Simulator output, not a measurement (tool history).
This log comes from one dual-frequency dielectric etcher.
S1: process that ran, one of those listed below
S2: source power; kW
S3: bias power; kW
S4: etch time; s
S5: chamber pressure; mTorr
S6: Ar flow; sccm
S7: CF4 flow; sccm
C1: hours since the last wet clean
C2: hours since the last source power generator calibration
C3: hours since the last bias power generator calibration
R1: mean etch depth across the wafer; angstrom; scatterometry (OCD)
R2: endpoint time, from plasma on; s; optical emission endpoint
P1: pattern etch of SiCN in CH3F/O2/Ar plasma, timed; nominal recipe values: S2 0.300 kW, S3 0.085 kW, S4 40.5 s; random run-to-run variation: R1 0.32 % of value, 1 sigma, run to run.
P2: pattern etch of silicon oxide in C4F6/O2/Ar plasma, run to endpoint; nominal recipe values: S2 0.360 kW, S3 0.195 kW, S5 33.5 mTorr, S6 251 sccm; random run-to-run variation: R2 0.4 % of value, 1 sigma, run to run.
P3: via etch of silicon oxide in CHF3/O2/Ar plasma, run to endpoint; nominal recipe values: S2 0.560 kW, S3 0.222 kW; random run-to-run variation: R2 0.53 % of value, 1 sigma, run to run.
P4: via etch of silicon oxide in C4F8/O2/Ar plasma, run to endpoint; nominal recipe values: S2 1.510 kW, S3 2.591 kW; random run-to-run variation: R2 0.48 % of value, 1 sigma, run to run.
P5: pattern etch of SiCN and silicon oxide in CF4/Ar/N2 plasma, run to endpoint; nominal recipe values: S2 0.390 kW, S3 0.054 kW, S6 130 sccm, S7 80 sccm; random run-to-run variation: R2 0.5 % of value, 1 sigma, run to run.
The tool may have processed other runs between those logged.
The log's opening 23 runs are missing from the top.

run,day,S1,S2,S3,S4,S5,S6,S7,C1,C2,C3,R1,R2
24,4.933,P5,0.390,0.054,,,130,80,463.5,102.5,3355.8,,24.1990
25,5.162,P1,0.360,0.109,40.5,,,,469.0,108.0,3361.3,172.55,
26,5.279,P1,0.180,0.085,40.5,,,,471.8,110.8,3364.1,121.76,
# day 5.304: bias power generator calibrated
27,5.479,P1,0.300,0.105,40.5,,,,476.6,115.6,4.2,158.26,
28,5.654,P1,0.380,0.085,40.5,,,,480.8,119.8,8.4,160.17,
29,5.783,P4,1.510,2.012,,,,,483.9,122.9,11.5,,440.7300
30,5.954,P1,0.300,0.085,31.5,,,,488.0,127.0,15.6,113.52,
31,6.192,P3,0.560,0.222,,,,,493.7,132.7,21.3,,370.4800
32,6.442,P1,0.300,0.085,40.5,,,,499.7,138.7,27.3,146.16,
33,6.575,P1,0.300,0.085,40.5,,,,502.9,141.9,30.5,145.49,
34,6.717,P1,0.300,0.085,40.5,,,,506.3,145.3,33.9,144.77,

Run 35 comes next. What will it give?
35,6.833,P1,0.300,0.085,40.5,,,,509.1,148.1,36.7,?,

R1: 145.34 angstrom
